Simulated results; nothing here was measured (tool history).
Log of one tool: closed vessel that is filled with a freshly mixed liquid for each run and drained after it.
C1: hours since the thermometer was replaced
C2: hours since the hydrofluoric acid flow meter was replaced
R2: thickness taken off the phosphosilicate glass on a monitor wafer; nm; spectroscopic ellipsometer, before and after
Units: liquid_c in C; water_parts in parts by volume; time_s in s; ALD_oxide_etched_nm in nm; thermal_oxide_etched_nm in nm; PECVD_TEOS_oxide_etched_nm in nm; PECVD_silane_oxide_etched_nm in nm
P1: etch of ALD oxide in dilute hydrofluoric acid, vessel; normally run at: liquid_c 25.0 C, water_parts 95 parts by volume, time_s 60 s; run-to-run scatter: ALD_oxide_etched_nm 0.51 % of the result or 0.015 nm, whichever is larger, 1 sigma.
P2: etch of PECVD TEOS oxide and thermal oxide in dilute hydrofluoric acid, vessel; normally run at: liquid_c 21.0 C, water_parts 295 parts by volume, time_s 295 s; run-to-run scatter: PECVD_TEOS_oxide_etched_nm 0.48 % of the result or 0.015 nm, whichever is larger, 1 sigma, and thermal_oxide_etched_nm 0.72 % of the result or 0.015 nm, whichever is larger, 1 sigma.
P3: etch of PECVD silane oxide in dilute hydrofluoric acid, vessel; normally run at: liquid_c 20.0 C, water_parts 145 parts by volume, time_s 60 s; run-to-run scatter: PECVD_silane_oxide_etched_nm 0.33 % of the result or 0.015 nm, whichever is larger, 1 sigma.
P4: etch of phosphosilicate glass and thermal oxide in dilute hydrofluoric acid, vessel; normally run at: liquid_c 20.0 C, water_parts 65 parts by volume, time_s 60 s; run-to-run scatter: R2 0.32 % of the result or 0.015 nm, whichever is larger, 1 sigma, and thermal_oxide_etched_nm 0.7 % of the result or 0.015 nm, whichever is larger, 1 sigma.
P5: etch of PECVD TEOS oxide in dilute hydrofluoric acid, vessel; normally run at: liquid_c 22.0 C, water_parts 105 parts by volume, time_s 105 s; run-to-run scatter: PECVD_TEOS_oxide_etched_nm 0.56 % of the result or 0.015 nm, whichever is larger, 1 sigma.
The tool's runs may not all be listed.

run 1 hour=3.8 | process=P1 liquid_c=25.0 water_parts=95 time_s=60 | C1=828.5 C2=699.2 | ALD_oxide_etched_nm=10.5770
run 2 hour=7.0 | process=P4 liquid_c=20.0 water_parts=105 time_s=60 | C1=831.7 C2=702.4 | R2=68.013 thermal_oxide_etched_nm=2.17920
run 3 hour=9.3 | process=P2 liquid_c=21.0 water_parts=295 time_s=295 | C1=834.0 C2=704.7 | thermal_oxide_etched_nm=3.33140 PECVD_TEOS_oxide_etched_nm=12.8210
run 4 hour=12.6 | process=P1 liquid_c=25.0 water_parts=95 time_s=60 | C1=837.3 C2=708.0 | ALD_oxide_etched_nm=10.5500
run 5 hour=16.7 | process=P1 liquid_c=19.0 water_parts=95 time_s=60 | C1=841.4 C2=712.1 | ALD_oxide_etched_nm=8.2739
run 6 hour=20.8 | process=P1 liquid_c=25.0 water_parts=95 time_s=60 | C1=845.5 C2=716.2 | ALD_oxide_etched_nm=10.4910
run 7 hour=23.9 | process=P1 liquid_c=31.0 water_parts=95 time_s=30 | C1=848.6 C2=719.3 | ALD_oxide_etched_nm=6.6431
run 8 hour=27.5 | process=P2 liquid_c=28.5 water_parts=295 time_s=295 | C1=852.2 C2=722.9 | thermal_oxide_etched_nm=4.32790 PECVD_TEOS_oxide_etched_nm=16.6160
run 9 hour=31.2 | process=P5 liquid_c=22.0 water_parts=105 time_s=170 | C1=855.9 C2=726.6 | PECVD_TEOS_oxide_etched_nm=25.7980
run 10 hour=34.7 | process=P4 liquid_c=20.0 water_parts=65 time_s=115 | C1=859.4 C2=730.1 | R2=221.070 thermal_oxide_etched_nm=7.12560
run 11 hour=37.8 | process=P1 liquid_c=18.0 water_parts=95 time_s=35 | C1=862.5 C2=733.2 | ALD_oxide_etched_nm=4.7201
run 12 hour=40.4 | process=P1 liquid_c=30.5 water_parts=95 time_s=30 | C1=865.1 C2=735.8 | ALD_oxide_etched_nm=6.5678
run 13 hour=44.5 | process=P2 liquid_c=21.0 water_parts=525 time_s=295 | C1=869.2 C2=739.9 | thermal_oxide_etched_nm=1.59770 PECVD_TEOS_oxide_etched_nm=5.9234
run 14 hour=48.3 | process=P3 liquid_c=17.0 water_parts=145 time_s=60 | C1=873.0 C2=743.7 | PECVD_silane_oxide_etched_nm=8.8875
run 15 hour=52.0 | process=P4 liquid_c=20.0 water_parts=65 time_s=60 | C1=876.7 C2=747.4 | R2=114.850 thermal_oxide_etched_nm=3.66370
run 16 hour=54.8 | process=P1 liquid_c=33.0 water_parts=95 time_s=60 | C1=879.5 C2=750.2 | ALD_oxide_etched_nm=14.3700
run 17 hour=57.8 | process=P1 liquid_c=25.0 water_parts=95 time_s=90 | C1=882.5 C2=753.2 | ALD_oxide_etched_nm=15.9310
run 18 hour=61.0 | process=P1 liquid_c=25.0 water_parts=95 time_s=30 | C1=885.7 C2=756.4 | ALD_oxide_etched_nm=5.3273
run 19 hour=64.6 | process=P2 liquid_c=21.0 water_parts=295 time_s=50 | C1=889.3 C2=760.0 | thermal_oxide_etched_nm=0.55181 PECVD_TEOS_oxide_etched_nm=2.1758
run 20 hour=67.8 | process=P5 liquid_c=22.0 water_parts=105 time_s=105 | C1=892.5 C2=763.2 | PECVD_TEOS_oxide_etched_nm=16.0610
run 21 hour=72.0 | process=P3 liquid_c=20.0 water_parts=145 time_s=30 | C1=896.7 C2=767.4 | PECVD_silane_oxide_etched_nm=5.0052
run 22 hour=74.9 | process=P1 liquid_c=25.0 water_parts=165 time_s=60 | C1=899.6 C2=770.3 | ALD_oxide_etched_nm=5.5754
run 23 hour=78.4 | process=P3 liquid_c=20.0 water_parts=145 time_s=60 | C1=903.1 C2=773.8 | PECVD_silane_oxide_etched_nm=9.9422
run 24 hour=81.9 | process=P1 liquid_c=25.0 water_parts=95 time_s=60 | C1=906.6 C2=777.3 | ALD_oxide_etched_nm=10.6460
run 25 hour=84.5 | process=P1 liquid_c=25.0 water_parts=95 time_s=60 | C1=909.2 C2=779.9 | ALD_oxide_etched_nm=10.5350
run 26 hour=88.5 | process=P1 liquid_c=25.0 water_parts=95 time_s=60 | C1=913.2 C2=783.9 | ALD_oxide_etched_nm=10.6840
run 27 hour=90.6 | process=P1 liquid_c=25.0 water_parts=95 time_s=60 | C1=915.3 C2=786.0 | ALD_oxide_etched_nm=10.6270
run 28 hour=93.9 | process=P4 liquid_c=17.0 water_parts=65 time_s=60 | C1=918.6 C2=789.3 | R2=100.920 thermal_oxide_etched_nm=3.28990
run 29 hour=96.6 | process=P5 liquid_c=25.5 water_parts=105 time_s=105 | C1=921.3 C2=792.0 | PECVD_TEOS_oxide_etched_nm=18.1970
run 30 hour=99.6 | process=P1 liquid_c=25.0 water_parts=20 time_s=60 | C1=924.3 C2=795.0 | ALD_oxide_etched_nm=55.6820
run 31 hour=103.5 | process=P3 liquid_c=20.0 water_parts=260 time_s=60 | C1=928.2 C2=798.9 | PECVD_silane_oxide_etched_nm=4.9592
run 32 hour=106.2 | process=P5 liquid_c=22.0 water_parts=35 time_s=105 | C1=930.9 C2=801.6 | PECVD_TEOS_oxide_etched_nm=51.8110
run 33 hour=109.4 | process=P1 liquid_c=25.0 water_parts=95 time_s=60 | C1=934.1 C2=804.8 | ALD_oxide_etched_nm=10.5930
run 34 hour=113.1 | process=P1 liquid_c=25.0 water_parts=95 time_s=60 | C1=937.8 C2=808.5 | ALD_oxide_etched_nm=10.3970
run 35 hour=115.1 | process=P1 liquid_c=25.0 water_parts=95 time_s=60 | C1=939.8 C2=810.5 | ALD_oxide_etched_nm=10.1960
run 36 hour=117.2 | process=P1 liquid_c=25.0 water_parts=95 time_s=60 | C1=941.9 C2=812.6 | ALD_oxide_etched_nm=10.3140
run 37 hour=120.5 | process=P1 liquid_c=25.0 water_parts=95 time_s=60 | C1=945.2 C2=815.9 | ALD_oxide_etched_nm=10.1120
run 38 hour=122.5 | process=P1 liquid_c=25.0 water_parts=95 time_s=60 | C1=947.2 C2=817.9 | ALD_oxide_etched_nm=10.0680
run 39 hour=126.0 | process=P1 liquid_c=25.0 water_parts=95 time_s=60 | C1=950.7 C2=821.4 | ALD_oxide_etched_nm=10.0960
run 40 hour=129.2 | process=P1 liquid_c=25.0 water_parts=95 time_s=60 | C1=953.9 C2=824.6 | ALD_oxide_etched_nm=10.0010
run 41 hour=133.3 | process=P1 liquid_c=25.0 water_parts=95 time_s=60 | C1=958.0 C2=828.7 | ALD_oxide_etched_nm=9.9276
run 42 hour=136.5 | process=P1 liquid_c=25.0 water_parts=95 time_s=60 | C1=961.2 C2=831.9 | ALD_oxide_etched_nm=10.0120
run 43 hour=140.2 | process=P1 liquid_c=25.0 water_parts=95 time_s=60 | C1=964.9 C2=835.6 | ALD_oxide_etched_nm=9.9117

What P1 gives has crept away from where it was. These 2 causes fit the log equally well, each at the size given:
A: hydrofluoric acid flow below the setpoint (%) = 5.16
B: liquid colder than its thermometer reads (K) = 1.5
The creep began at about hour 109.4.

4 check runs are offered, each on 2 wafers whose results are averaged, their results left as question marks. Which one tells the causes apart?
run check 1 hour=143.9 | process=P3 liquid_c=20.0 water_parts=230 time_s=60 | PECVD_silane_oxide_etched_nm=?
run check 2 hour=143.9 | process=P5 liquid_c=22.0 water_parts=65 time_s=150 | PECVD_TEOS_oxide_etched_nm=?
run check 3 hour=143.9 | process=P2 liquid_c=27.5 water_parts=480 time_s=295 | thermal_oxide_etched_nm=? PECVD_TEOS_oxide_etched_nm=?
run check 4 hour=143.9 | process=P4 liquid_c=20.0 water_parts=90 time_s=60 | R2=? thermal_oxide_etched_nm=?

What each check would give under each cause:
check=check_1 result=PECVD_silane_oxide_etched_nm if_A=5.4396 if_B=5.4800
check=check_2 result=PECVD_TEOS_oxide_etched_nm if_A=36.6450 if_B=36.4620
check=check_3 result=thermal_oxide_etched_nm if_A=2.00590 if_B=2.06850
check=check_3 result=PECVD_TEOS_oxide_etched_nm if_A=7.6790 if_B=7.9185
check=check_4 result=R2 if_A=76.076 if_B=75.782
check=check_4 result=thermal_oxide_etched_nm if_A=2.47130 if_B=2.46170
How far apart the two closest causes lie, in the result that separates them most: check 1 0.74 %; check 2 0.5 %; check 3 3.07 %; check 4 0.39 %
Only check 3 tells the causes apart: in the others they would give nearly the same result.

Then check 3 was run and gave: thermal_oxide_etched_nm 2.07290 nm; PECVD_TEOS_oxide_etched_nm 7.9024 nm. Which cause is it?

It is B: liquid colder than its thermometer reads (K).

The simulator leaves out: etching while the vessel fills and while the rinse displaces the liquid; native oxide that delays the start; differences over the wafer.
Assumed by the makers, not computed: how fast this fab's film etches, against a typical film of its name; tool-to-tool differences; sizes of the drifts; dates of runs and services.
